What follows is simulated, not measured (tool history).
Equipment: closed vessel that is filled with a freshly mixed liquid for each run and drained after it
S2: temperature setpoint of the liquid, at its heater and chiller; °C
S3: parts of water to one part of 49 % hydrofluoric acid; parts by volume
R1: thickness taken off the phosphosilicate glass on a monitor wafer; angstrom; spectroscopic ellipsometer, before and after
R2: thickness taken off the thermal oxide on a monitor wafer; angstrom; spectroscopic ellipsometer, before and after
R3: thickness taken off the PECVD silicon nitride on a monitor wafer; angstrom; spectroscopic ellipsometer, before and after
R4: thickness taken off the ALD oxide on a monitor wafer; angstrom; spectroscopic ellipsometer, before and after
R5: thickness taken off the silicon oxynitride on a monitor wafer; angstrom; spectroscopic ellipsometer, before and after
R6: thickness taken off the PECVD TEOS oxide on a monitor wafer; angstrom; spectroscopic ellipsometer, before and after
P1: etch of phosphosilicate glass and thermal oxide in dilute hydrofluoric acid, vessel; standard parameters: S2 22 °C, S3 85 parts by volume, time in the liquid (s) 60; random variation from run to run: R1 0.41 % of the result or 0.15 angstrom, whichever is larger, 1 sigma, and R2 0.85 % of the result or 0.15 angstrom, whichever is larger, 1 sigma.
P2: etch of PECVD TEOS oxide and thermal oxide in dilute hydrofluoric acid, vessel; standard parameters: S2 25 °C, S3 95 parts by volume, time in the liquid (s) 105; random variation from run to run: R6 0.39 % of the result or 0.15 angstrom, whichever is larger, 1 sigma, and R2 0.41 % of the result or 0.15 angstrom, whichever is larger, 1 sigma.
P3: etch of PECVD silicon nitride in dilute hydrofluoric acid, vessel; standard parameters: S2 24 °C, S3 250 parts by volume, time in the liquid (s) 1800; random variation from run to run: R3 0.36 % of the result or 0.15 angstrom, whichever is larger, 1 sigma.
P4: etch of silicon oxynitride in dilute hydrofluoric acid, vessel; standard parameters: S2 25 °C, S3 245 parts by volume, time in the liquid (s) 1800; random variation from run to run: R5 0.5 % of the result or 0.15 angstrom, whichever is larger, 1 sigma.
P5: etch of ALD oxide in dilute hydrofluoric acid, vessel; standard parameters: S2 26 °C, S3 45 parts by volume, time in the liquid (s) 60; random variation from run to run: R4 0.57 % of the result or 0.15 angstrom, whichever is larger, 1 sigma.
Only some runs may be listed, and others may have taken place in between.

Run 1, hour 7.8: process that ran P1, S2 22 °C, S3 85 parts by volume, time in the liquid (s) 60. Result: R1 527.79 angstrom, R2 30.173 angstrom.
Run 2, hour 13.9: process that ran P1, S2 22 °C, S3 85 parts by volume, time in the liquid (s) 60. Result: R1 524.62 angstrom, R2 30.079 angstrom.
Run 3, hour 25.3: process that ran P1, S2 22 °C, S3 85 parts by volume, time in the liquid (s) 60. Result: R1 528.52 angstrom, R2 30.285 angstrom.
Run 4, hour 33.6: process that ran P3, S2 24 °C, S3 345 parts by volume, time in the liquid (s) 1800. Result: R3 122.69 angstrom.
Run 5, hour 46.4: process that ran P5, S2 26 °C, S3 45 parts by volume, time in the liquid (s) 60. Result: R4 325.38 angstrom.
Run 6, hour 52.2: process that ran P4, S2 25 °C, S3 245 parts by volume, time in the liquid (s) 215. Result: R5 12.023 angstrom.
Run 7, hour 59.2: process that ran P5, S2 26 °C, S3 70 parts by volume, time in the liquid (s) 60. Result: R4 201.37 angstrom.
Run 8, hour 72.1: process that ran P1, S2 22 °C, S3 85 parts by volume, time in the liquid (s) 90. Result: R1 794.94 angstrom, R2 44.739 angstrom.
Run 9, hour 78.5: process that ran P5, S2 22 °C, S3 45 parts by volume, time in the liquid (s) 60. Result: R4 274.66 angstrom.
Run 10, hour 90.3: process that ran P3, S2 18 °C, S3 250 parts by volume, time in the liquid (s) 1800. Result: R3 114.85 angstrom.
Run 11, hour 100.5: process that ran P1, S2 22 °C, S3 85 parts by volume, time in the liquid (s) 60. Result: R1 526.51 angstrom, R2 30.088 angstrom.
Run 12, hour 108: process that ran P1, S2 17 °C, S3 85 parts by volume, time in the liquid (s) 60. Result: R1 427.81 angstrom, R2 24.429 angstrom.
Run 13, hour 121: process that ran P2, S2 19.5 °C, S3 95 parts by volume, time in the liquid (s) 105. Result: R2 42.796 angstrom, R6 81.031 angstrom.
Run 14, hour 133.6: process that ran P1, S2 22 °C, S3 85 parts by volume, time in the liquid (s) 60. Result: R1 529.65 angstrom, R2 29.862 angstrom.
Run 15, hour 144.5: process that ran P2, S2 25 °C, S3 95 parts by volume, time in the liquid (s) 35. Result: R2 17.945 angstrom, R6 33.816 angstrom.
Run 16, hour 151.9: process that ran P4, S2 25 °C, S3 245 parts by volume, time in the liquid (s) 1800. Result: R5 100.31 angstrom.
Run 17, hour 165: process that ran P1, S2 22 °C, S3 40 parts by volume, time in the liquid (s) 60. Result: R1 1192.6 angstrom, R2 67.993 angstrom.
Run 18, hour 175.9: process that ran P2, S2 25 °C, S3 135 parts by volume, time in the liquid (s) 105. Result: R2 35.869 angstrom, R6 67.747 angstrom.
Run 19, hour 185.6: process that ran P3, S2 24 °C, S3 250 parts by volume, time in the liquid (s) 1800. Result: R3 168.93 angstrom.

What does the tool deliver on the next run?
Run 20, hour 193.8: process that ran P5, S2 26 °C, S3 45 parts by volume, time in the liquid (s) 115. Result: R4 ?.

R4: 618.19 angstrom
